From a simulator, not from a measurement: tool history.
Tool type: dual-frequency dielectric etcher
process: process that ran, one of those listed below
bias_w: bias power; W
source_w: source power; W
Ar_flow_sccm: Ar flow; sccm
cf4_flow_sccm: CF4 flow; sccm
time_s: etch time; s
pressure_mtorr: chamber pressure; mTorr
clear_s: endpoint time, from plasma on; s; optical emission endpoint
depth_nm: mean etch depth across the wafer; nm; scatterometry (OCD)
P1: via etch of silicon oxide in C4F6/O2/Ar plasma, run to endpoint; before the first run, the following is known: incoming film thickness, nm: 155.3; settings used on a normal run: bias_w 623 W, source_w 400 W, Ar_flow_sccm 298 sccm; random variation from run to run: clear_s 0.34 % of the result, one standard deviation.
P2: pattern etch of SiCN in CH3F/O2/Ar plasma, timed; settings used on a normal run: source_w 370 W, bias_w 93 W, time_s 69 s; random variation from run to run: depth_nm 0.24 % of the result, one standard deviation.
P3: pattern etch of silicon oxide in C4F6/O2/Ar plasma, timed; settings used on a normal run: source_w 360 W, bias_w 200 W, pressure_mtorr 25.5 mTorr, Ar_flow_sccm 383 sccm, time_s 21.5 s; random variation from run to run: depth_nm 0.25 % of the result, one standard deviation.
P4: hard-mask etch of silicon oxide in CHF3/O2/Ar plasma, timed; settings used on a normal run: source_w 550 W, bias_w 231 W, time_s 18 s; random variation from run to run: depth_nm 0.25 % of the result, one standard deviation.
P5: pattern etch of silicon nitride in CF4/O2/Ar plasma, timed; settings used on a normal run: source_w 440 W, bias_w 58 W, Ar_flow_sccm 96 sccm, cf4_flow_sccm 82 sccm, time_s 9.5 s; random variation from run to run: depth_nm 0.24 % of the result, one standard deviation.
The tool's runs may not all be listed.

run	hour	process	bias_w	source_w	Ar_flow_sccm	cf4_flow_sccm	time_s	pressure_mtorr	hours since the last wet clean	hours since the last bias power generator calibration	hours since the last source power generator calibration	hours since the last Ar flow controller change	clear_s	depth_nm
1	3.6	P1	623	400	298				349.6	2027.9	1265.3	2122.9	30.985	
2	10.4	P5	58	440	96	51	9.5		356.4	2034.7	1272.1	2129.7		15.594
3	13.9	P1	623	270	298				359.9	2038.2	1275.6	2133.2	35.818	
4	18.7	P5	70	440	96	82	9.5		364.7	2043	1280.4	2138		17.839
5	23.6	P3	200	290	383		21.5	25.5	369.6	2047.9	1285.3	2142.9		60.164
6	27.9	P2	93	370			69		373.9	2052.2	1289.6	2147.2		26.862
7	33.2	P1	623	400	226				379.2	2057.5	1294.9	2152.5	29.84	
8	37.8	P1	623	300	231				383.8	2062.1	1299.5	2157.1	33.329	
9	44.6	P1	380	400	298				390.6	2068.9	1306.3	2163.9	37.414	
10	49.7	P1	623	400	298				395.7	2074	1311.4	2169	30.859	
11	57.4	P1	623	400	298				403.4	2081.7	1319.1	2176.7	30.653	
# hour 59: source power generator calibrated
12	64.8	P3	138	360	383		21.5	25.5	410.8	2089.1	5.8	2184.1		58.278
13	70.1	P3	200	360	383		21.5	25.5	416.1	2094.4	11.1	2189.4		65.674
14	74.3	P3	200	360	383		21.5	35	420.3	2098.6	15.3	2193.6		63.292
15	79	P2	116	370			69		425	2103.3	20	2198.3		29.209
16	85.5	P1	623	400	298				431.5	2109.8	26.5	2204.8	30.844	
17	91.7	P4	288	550			18		437.7	2116	32.7	2211		39.159
18	98.7	P1	623	400	409				444.7	2123	39.7	2218	31.871	
19	102.3	P1	872	400	298				448.3	2126.6	43.3	2221.6	26.977	
20	106.6	P1	623	530	298				452.6	2130.9	47.6	2225.9	27.732	
# hour 106.9: bias power generator calibrated
21	111.2	P5	58	440	125	82	9.5		457.2	4.3	52.2	2230.5		16.029
22	117.6	P4	231	440			18		463.6	10.7	58.6	2236.9		33.48
23	124.8	P3	200	360	242		21.5	25.5	470.8	17.9	65.8	2244.1		68.889
24	130.9	P5	58	440	96	82	7		476.9	24	71.9	2250.2		12.204
25	136.7	P5	58	580	96	82	9.5		482.7	29.8	77.7	2256		21.063
26	142	P2	93	370			42		488	35.1	83	2261.3		16.311
27	149.1	P5	58	440	96	82	9.5		495.1	42.2	90.1	2268.4		16.499
28	154.6	P5	58	440	96	82	9.5		500.6	47.7	95.6	2273.9		16.584
29	159.8	P4	231	550			18		505.8	52.9	100.8	2279.1		36.421
30	164.1	P2	93	300			69		510.1	57.2	105.1	2283.4		24.905
31	169.9	P1	623	400	298				515.9	63	110.9	2289.2	30.963	
32	175	P3	200	360	383		13	25.5	521	68.1	116	2294.3		39.677
33	181.6	P4	231	550			25.5		527.6	74.7	122.6	2300.9		51.49
34	188.4	P1	623	400	298				534.4	81.5	129.4	2307.7	30.925	
35	192.3	P1	623	400	298				538.3	85.4	133.3	2311.6	30.948	
36	196.1	P1	623	400	298				542.1	89.2	137.1	2315.4	30.879	
37	202.4	P1	623	400	298				548.4	95.5	143.4	2321.7	31.325	
38	207.8	P1	623	400	298				553.8	100.9	148.8	2327.1	31.399	
39	211.7	P1	623	400	298				557.7	104.8	152.7	2331	31.357	
40	215.8	P1	623	400	298				561.8	108.9	156.8	2335.1	31.377	
# hour 217.1: wet clean of the chamber
41	222.6	P1	623	400	298				5.6	115.7	163.6	2341.9	31.569	
42	227.4	P1	623	400	298				10.4	120.5	168.4	2346.7	31.232	
43	232	P1	623	400	298				15	125.1	173	2351.3	31.425	
44	239.7	P1	623	400	298				22.7	132.8	180.7	2359	31.555	
45	246	P1	623	400	298				29	139.1	187	2365.3	31.267	

The log shows P1 creeping away from where it was. Any of the 2 causes listed here, at the size stated for it, fits the log just as well as the others:
A: source power that arrives under what is set, % = 4.68
B: bias power that arrives under what is set, % = 4.45
The gradual shift began around hour 188.4.
Every other cause this tool's parts could produce, and why it does not fit the log:
chamber walls in a state that lowers the etch rate, %: was serviced at hour 217.1, once the creep was under way, yet the earlier output never came back
Ar flow that arrives over what is set, %: 8 at the very most, moving clear_s by +0.9 %, which is either too weak or the wrong sign

The check runs listed below each take one wafer, and their results are still question marks. Under which run would the listed causes lead to clearly different results?
check 1	252.3	P4	231	470			23							?
check 2	252.3	P5	58	440	124	82	7.5							?
check 3	252.3	P2	115	370			46.5							?
check 4	252.3	P3	200	290	383		21.5	25.5						?

What each check would give under each cause:
check	result	if A	if B
check 1	depth_nm	42.965	43.041
check 2	depth_nm	12.156	12.435
check 3	depth_nm	19.277	19.276
check 4	depth_nm	59.253	59.458
How far apart the two closest causes lie, in the result that separates them most: check 1 0.18 %; check 2 2.27 %; check 3 0.01 %; check 4 0.34 %
Check 2 distinguishes between the causes, while the remaining checks would return nearly the same result for all of them.

With check 2 done, the readings were: depth_nm 12.162 nm. Identify which of the listed causes applies.

A is the cause: source power that arrives under what is set, %.

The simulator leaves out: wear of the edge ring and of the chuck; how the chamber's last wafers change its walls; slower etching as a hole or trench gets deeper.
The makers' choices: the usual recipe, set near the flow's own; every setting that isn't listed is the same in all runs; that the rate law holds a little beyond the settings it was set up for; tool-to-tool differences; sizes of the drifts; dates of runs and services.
